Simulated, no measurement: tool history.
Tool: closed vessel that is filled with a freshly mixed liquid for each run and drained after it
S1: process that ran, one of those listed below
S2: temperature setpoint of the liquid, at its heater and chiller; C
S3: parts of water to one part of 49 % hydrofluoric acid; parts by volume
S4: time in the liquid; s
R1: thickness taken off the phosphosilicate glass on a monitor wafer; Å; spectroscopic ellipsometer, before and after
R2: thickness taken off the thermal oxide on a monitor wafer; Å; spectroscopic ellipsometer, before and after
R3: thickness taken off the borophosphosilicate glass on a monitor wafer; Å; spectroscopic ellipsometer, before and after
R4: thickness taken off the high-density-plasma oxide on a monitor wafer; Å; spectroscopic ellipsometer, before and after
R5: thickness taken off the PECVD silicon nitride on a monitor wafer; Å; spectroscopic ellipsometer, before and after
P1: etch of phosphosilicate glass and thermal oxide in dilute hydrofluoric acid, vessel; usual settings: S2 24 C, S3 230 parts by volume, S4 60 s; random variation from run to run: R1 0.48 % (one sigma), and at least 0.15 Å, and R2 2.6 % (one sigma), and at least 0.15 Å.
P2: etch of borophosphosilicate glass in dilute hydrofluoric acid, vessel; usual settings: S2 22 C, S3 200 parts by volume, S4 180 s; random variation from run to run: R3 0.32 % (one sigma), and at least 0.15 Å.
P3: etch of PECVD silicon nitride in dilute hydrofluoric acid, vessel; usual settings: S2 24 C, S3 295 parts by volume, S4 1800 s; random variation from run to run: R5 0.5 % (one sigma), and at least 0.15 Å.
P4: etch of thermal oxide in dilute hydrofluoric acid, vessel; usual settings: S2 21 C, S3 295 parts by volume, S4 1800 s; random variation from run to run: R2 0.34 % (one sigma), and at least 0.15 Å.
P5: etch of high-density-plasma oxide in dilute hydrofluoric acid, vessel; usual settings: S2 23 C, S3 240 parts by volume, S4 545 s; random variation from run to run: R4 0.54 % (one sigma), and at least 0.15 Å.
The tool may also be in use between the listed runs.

run,hour,S1,S2,S3,S4,R1,R2,R3,R4,R5
1,8.6,P1,24,230,60,210.01,10.568,,,
2,16.4,P2,22,200,180,,,325.81,,
3,27.1,P1,19.5,230,60,177.08,8.2165,,,
4,35.1,P5,23,240,240,,,,40.372,
5,45.9,P1,24,230,30,105.19,5.1277,,,
6,54,P4,21,295,2935,,354.27,,,
7,64.6,P3,32,295,1800,,,,,203.77
8,71.3,P1,24,355,60,119.77,5.8581,,,
9,82.7,P4,21,95,1800,,826.13,,,
10,89.6,P4,17.5,295,1800,,190.43,,,
11,98.8,P1,24,230,60,212.3,10.221,,,
12,108.1,P3,24,90,1800,,,,,409.34
13,120.8,P3,24,295,1800,,,,,127.58
14,130,P1,24,230,100,348.13,16.318,,,
15,137.4,P2,22,345,180,,,164.18,,
16,150.2,P1,19.5,100,60,462.83,23.354,,,
17,157.2,P1,30,230,60,256.11,12.747,,,
18,165.7,P5,23,240,545,,,,92.108,
19,171.7,P3,24,295,1800,,,,,126.57
20,180.2,P5,23,240,545,,,,91.916,
21,187.8,P2,22,200,350,,,631.79,,
22,195.3,P2,22,200,180,,,325.75,,
23,203.4,P4,21,295,1800,,216.39,,,
24,214.7,P3,24,295,3235,,,,,229.5
25,220.9,P4,21,295,1800,,216.02,,,
26,227,P1,24,140,60,383.59,18.384,,,
27,234.8,P2,17,200,180,,,268.98,,

Run 28 comes next. What will it give?
28,242.3,P5,23,355,545,,,,?,

{"run 28": {"R4": 56.221}}
